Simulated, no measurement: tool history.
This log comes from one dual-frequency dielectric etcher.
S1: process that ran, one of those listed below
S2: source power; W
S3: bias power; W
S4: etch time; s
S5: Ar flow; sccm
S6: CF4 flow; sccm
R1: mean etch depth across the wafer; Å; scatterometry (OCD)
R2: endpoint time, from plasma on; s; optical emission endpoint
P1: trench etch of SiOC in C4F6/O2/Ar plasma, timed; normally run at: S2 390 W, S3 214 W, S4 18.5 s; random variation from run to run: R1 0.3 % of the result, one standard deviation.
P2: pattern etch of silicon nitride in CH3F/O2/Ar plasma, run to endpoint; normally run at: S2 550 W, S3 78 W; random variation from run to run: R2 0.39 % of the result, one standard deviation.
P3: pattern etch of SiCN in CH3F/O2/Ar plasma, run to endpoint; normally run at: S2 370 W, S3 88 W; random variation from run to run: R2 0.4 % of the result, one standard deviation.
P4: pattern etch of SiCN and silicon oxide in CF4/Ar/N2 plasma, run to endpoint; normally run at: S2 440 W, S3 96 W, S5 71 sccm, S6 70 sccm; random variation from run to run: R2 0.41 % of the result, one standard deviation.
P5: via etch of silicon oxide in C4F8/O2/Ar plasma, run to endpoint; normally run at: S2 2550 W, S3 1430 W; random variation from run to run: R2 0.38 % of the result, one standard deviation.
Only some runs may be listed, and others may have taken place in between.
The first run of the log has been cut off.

run,hour,S1,S2,S3,S4,S5,S6,R1,R2
2,33,P4,260,96,,71,70,,21.107
3,46.5,P3,370,88,,,,,30.36
4,54.7,P1,390,297,23.5,,,561.3,
5,68,P1,390,214,18.5,,,397.28,
6,81.3,P1,540,214,18.5,,,449.01,
7,94.5,P4,440,96,,89,70,,13.686
8,113,P4,440,96,,71,70,,13.385
9,130.9,P1,390,158,18.5,,,361.1,
10,140,P4,440,77,,71,70,,14.345
11,157.9,P2,410,78,,,,,35.022
12,172.4,P1,290,214,18.5,,,353.19,
13,181.5,P2,550,78,,,,,31.57
14,192.3,P1,390,214,18.5,,,397.79,
15,203.3,P2,550,78,,,,,31.278
16,216.5,P1,390,214,18.5,,,396.97,
17,228.3,P4,440,96,,71,93,,12.998
18,237.4,P3,370,118,,,,,27.322

What does the tool deliver on the next run?
19,254.3,P5,2550,1798,,,,,?

Logged for run 19: R2 189.55 s.
